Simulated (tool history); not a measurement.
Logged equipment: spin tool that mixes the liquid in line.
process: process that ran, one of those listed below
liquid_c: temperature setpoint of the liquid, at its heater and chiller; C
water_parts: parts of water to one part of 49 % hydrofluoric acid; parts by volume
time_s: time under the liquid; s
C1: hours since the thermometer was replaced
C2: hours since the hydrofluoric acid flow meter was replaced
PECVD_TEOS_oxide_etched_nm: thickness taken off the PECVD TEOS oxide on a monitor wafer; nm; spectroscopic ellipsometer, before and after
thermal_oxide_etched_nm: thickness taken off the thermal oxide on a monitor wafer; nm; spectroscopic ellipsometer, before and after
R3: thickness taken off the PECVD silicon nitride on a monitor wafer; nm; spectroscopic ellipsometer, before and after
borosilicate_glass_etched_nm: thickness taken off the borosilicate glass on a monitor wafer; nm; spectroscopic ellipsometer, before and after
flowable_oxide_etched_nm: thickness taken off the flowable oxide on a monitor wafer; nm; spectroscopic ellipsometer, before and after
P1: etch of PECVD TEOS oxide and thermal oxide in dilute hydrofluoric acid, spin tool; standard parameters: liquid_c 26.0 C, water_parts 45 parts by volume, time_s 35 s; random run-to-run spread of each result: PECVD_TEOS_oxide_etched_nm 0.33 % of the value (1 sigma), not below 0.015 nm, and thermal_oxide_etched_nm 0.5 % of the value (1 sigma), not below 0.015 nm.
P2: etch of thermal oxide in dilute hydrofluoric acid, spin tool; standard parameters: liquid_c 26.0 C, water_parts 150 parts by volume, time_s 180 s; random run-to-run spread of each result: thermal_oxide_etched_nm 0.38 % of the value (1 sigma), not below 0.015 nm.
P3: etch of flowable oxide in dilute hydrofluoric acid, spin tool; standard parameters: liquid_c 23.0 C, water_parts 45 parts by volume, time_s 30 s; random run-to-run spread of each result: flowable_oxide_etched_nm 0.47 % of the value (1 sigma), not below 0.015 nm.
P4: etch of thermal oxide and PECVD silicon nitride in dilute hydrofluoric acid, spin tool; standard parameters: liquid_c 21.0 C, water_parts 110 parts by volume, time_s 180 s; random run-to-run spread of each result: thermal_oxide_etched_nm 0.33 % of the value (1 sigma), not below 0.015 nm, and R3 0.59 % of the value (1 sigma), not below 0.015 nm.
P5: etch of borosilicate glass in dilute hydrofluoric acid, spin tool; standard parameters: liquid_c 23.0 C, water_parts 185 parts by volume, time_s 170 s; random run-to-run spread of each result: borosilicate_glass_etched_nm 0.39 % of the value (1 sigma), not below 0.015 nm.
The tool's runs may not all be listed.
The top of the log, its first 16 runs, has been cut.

Run 17, day 10.204: process P1, liquid_c 26.0 C, water_parts 30 parts by volume, time_s 35 s; C1 558.7; C2 1068.3. Result: PECVD_TEOS_oxide_etched_nm 17.1500 nm, thermal_oxide_etched_nm 6.3506 nm.
Run 18, day 10.933: process P1, liquid_c 26.0 C, water_parts 45 parts by volume, time_s 35 s; C1 576.2; C2 1085.8. Result: PECVD_TEOS_oxide_etched_nm 11.2320 nm, thermal_oxide_etched_nm 4.1355 nm.
Run 19, day 11.350: process P5, liquid_c 23.0 C, water_parts 45 parts by volume, time_s 170 s; C1 586.2; C2 1095.8. Result: borosilicate_glass_etched_nm 90.109 nm.
Run 20, day 11.892: process P4, liquid_c 21.0 C, water_parts 180 parts by volume, time_s 180 s; C1 599.2; C2 1108.8. Result: thermal_oxide_etched_nm 3.7264 nm, R3 2.4928 nm.
Run 21, day 12.554: process P1, liquid_c 26.0 C, water_parts 45 parts by volume, time_s 35 s; C1 615.1; C2 1124.7. Result: PECVD_TEOS_oxide_etched_nm 11.2700 nm, thermal_oxide_etched_nm 4.1055 nm.
Run 22, day 12.929: process P3, liquid_c 23.0 C, water_parts 80 parts by volume, time_s 30 s; C1 624.1; C2 1133.7. Result: flowable_oxide_etched_nm 12.759 nm.
Run 23, day 13.704: process P3, liquid_c 23.0 C, water_parts 45 parts by volume, time_s 30 s; C1 642.7; C2 1152.3. Result: flowable_oxide_etched_nm 23.809 nm.
Run 24, day 14.346: process P5, liquid_c 23.0 C, water_parts 185 parts by volume, time_s 250 s; C1 658.1; C2 1167.7. Result: borosilicate_glass_etched_nm 27.453 nm.
Run 25, day 14.912: process P5, liquid_c 23.0 C, water_parts 185 parts by volume, time_s 170 s; C1 671.7; C2 1181.3. Result: borosilicate_glass_etched_nm 18.842 nm.
Run 26, day 15.425: process P4, liquid_c 21.0 C, water_parts 110 parts by volume, time_s 180 s; C1 684.0; C2 1193.6. Result: thermal_oxide_etched_nm 6.4800 nm, R3 4.0139 nm.
Run 27, day 16.142: process P2, liquid_c 26.0 C, water_parts 150 parts by volume, time_s 180 s; C1 701.2; C2 1210.8. Result: thermal_oxide_etched_nm 5.5784 nm.
Run 28, day 16.650: process P1, liquid_c 34.0 C, water_parts 45 parts by volume, time_s 35 s; C1 713.4; C2 1223.0. Result: PECVD_TEOS_oxide_etched_nm 15.4120 nm, thermal_oxide_etched_nm 5.7305 nm.
Run 29, day 17.125: process P1, liquid_c 26.0 C, water_parts 45 parts by volume, time_s 60 s; C1 724.8; C2 1234.4. Result: PECVD_TEOS_oxide_etched_nm 19.2430 nm, thermal_oxide_etched_nm 7.0874 nm.

For run 30, what comes out?
Run 30, day 17.788: process P1, liquid_c 26.0 C, water_parts 45 parts by volume, time_s 35 s; C1 740.7; C2 1250.3. Result: PECVD_TEOS_oxide_etched_nm ?, thermal_oxide_etched_nm ?.

PECVD_TEOS_oxide_etched_nm: 11.2040 nm
thermal_oxide_etched_nm: 4.1195 nm
